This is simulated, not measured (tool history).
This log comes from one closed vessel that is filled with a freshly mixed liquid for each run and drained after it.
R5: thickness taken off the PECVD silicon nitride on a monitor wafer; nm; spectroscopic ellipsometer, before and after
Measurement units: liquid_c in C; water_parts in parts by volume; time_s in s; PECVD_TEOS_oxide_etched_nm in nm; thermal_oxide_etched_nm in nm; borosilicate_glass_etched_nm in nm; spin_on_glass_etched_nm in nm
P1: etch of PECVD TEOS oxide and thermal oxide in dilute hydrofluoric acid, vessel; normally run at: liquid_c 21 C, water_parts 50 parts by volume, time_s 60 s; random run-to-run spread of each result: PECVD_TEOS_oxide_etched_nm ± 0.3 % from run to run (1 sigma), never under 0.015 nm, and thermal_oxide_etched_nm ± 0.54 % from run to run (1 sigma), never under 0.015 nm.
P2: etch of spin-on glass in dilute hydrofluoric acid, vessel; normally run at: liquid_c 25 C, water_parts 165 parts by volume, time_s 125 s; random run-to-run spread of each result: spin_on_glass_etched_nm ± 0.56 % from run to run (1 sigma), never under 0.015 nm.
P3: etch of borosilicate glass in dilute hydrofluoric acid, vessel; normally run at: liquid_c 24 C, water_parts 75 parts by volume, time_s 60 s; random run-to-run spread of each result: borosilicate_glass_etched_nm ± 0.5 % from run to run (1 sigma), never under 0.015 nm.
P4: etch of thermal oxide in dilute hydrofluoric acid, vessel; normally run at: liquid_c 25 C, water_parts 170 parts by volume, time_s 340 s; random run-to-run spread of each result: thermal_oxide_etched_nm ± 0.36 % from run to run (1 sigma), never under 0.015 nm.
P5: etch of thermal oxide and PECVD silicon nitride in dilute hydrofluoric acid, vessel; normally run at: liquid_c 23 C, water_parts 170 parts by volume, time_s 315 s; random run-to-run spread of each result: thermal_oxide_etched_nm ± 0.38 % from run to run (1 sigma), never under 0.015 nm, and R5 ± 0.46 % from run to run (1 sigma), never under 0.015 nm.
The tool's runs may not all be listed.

{"run": 1, "hour": 7.4, "process": "P1", "liquid_c": 21, "water_parts": 50, "time_s": 60, "PECVD_TEOS_oxide_etched_nm": 14.324, "thermal_oxide_etched_nm": 5.6187}
{"run": 2, "hour": 17.3, "process": "P3", "liquid_c": 24, "water_parts": 135, "time_s": 60, "borosilicate_glass_etched_nm": 10.377}
{"run": 3, "hour": 22.4, "process": "P1", "liquid_c": 21, "water_parts": 90, "time_s": 60, "PECVD_TEOS_oxide_etched_nm": 7.5789, "thermal_oxide_etched_nm": 2.9838}
{"run": 4, "hour": 30.3, "process": "P1", "liquid_c": 17, "water_parts": 50, "time_s": 110, "PECVD_TEOS_oxide_etched_nm": 22.05, "thermal_oxide_etched_nm": 8.5978}
{"run": 5, "hour": 35.2, "process": "P4", "liquid_c": 25, "water_parts": 75, "time_s": 340, "thermal_oxide_etched_nm": 23.196}
{"run": 6, "hour": 43.4, "process": "P1", "liquid_c": 21, "water_parts": 30, "time_s": 60, "PECVD_TEOS_oxide_etched_nm": 24.617, "thermal_oxide_etched_nm": 9.5515}
{"run": 7, "hour": 50.5, "process": "P2", "liquid_c": 25, "water_parts": 165, "time_s": 125, "spin_on_glass_etched_nm": 30.143}
{"run": 8, "hour": 59.8, "process": "P5", "liquid_c": 23, "water_parts": 170, "time_s": 315, "thermal_oxide_etched_nm": 7.6474, "R5": 5.148}
{"run": 9, "hour": 68.3, "process": "P1", "liquid_c": 21, "water_parts": 50, "time_s": 100, "PECVD_TEOS_oxide_etched_nm": 23.871, "thermal_oxide_etched_nm": 9.3435}
{"run": 10, "hour": 76.6, "process": "P2", "liquid_c": 25, "water_parts": 165, "time_s": 230, "spin_on_glass_etched_nm": 55.539}
{"run": 11, "hour": 83.3, "process": "P4", "liquid_c": 25, "water_parts": 170, "time_s": 640, "thermal_oxide_etched_nm": 17.14}
{"run": 12, "hour": 89.1, "process": "P1", "liquid_c": 21, "water_parts": 50, "time_s": 60, "PECVD_TEOS_oxide_etched_nm": 14.347, "thermal_oxide_etched_nm": 5.6291}
{"run": 13, "hour": 97.5, "process": "P1", "liquid_c": 21, "water_parts": 50, "time_s": 60, "PECVD_TEOS_oxide_etched_nm": 14.299, "thermal_oxide_etched_nm": 5.6187}
{"run": 14, "hour": 107.5, "process": "P1", "liquid_c": 26, "water_parts": 50, "time_s": 30, "PECVD_TEOS_oxide_etched_nm": 8.8505, "thermal_oxide_etched_nm": 3.4764}
{"run": 15, "hour": 115.6, "process": "P5", "liquid_c": 17, "water_parts": 170, "time_s": 315, "thermal_oxide_etched_nm": 6.0217, "R5": 3.4731}
{"run": 16, "hour": 124.8, "process": "P2", "liquid_c": 17.5, "water_parts": 165, "time_s": 125, "spin_on_glass_etched_nm": 22.593}
{"run": 17, "hour": 133.6, "process": "P2", "liquid_c": 25, "water_parts": 295, "time_s": 125, "spin_on_glass_etched_nm": 14.668}
{"run": 18, "hour": 142.6, "process": "P5", "liquid_c": 23, "water_parts": 170, "time_s": 575, "thermal_oxide_etched_nm": 13.843, "R5": 9.2857}
{"run": 19, "hour": 148.5, "process": "P1", "liquid_c": 17, "water_parts": 50, "time_s": 60, "PECVD_TEOS_oxide_etched_nm": 12.134, "thermal_oxide_etched_nm": 4.6846}
{"run": 20, "hour": 154.7, "process": "P3", "liquid_c": 24, "water_parts": 75, "time_s": 60, "borosilicate_glass_etched_nm": 20.159}
{"run": 21, "hour": 163.5, "process": "P1", "liquid_c": 21, "water_parts": 50, "time_s": 30, "PECVD_TEOS_oxide_etched_nm": 7.1574, "thermal_oxide_etched_nm": 2.7948}
{"run": 22, "hour": 170.2, "process": "P1", "liquid_c": 21, "water_parts": 50, "time_s": 60, "PECVD_TEOS_oxide_etched_nm": 14.468, "thermal_oxide_etched_nm": 5.6052}
{"run": 23, "hour": 177.8, "process": "P5", "liquid_c": 23, "water_parts": 100, "time_s": 315, "thermal_oxide_etched_nm": 14.001, "R5": 8.6092}

The next listed run, before its measurement:
{"run": 24, "hour": 182.4, "process": "P4", "liquid_c": 25, "water_parts": 170, "time_s": 340, "thermal_oxide_etched_nm": "?"}

thermal_oxide_etched_nm: 9.1971 nm
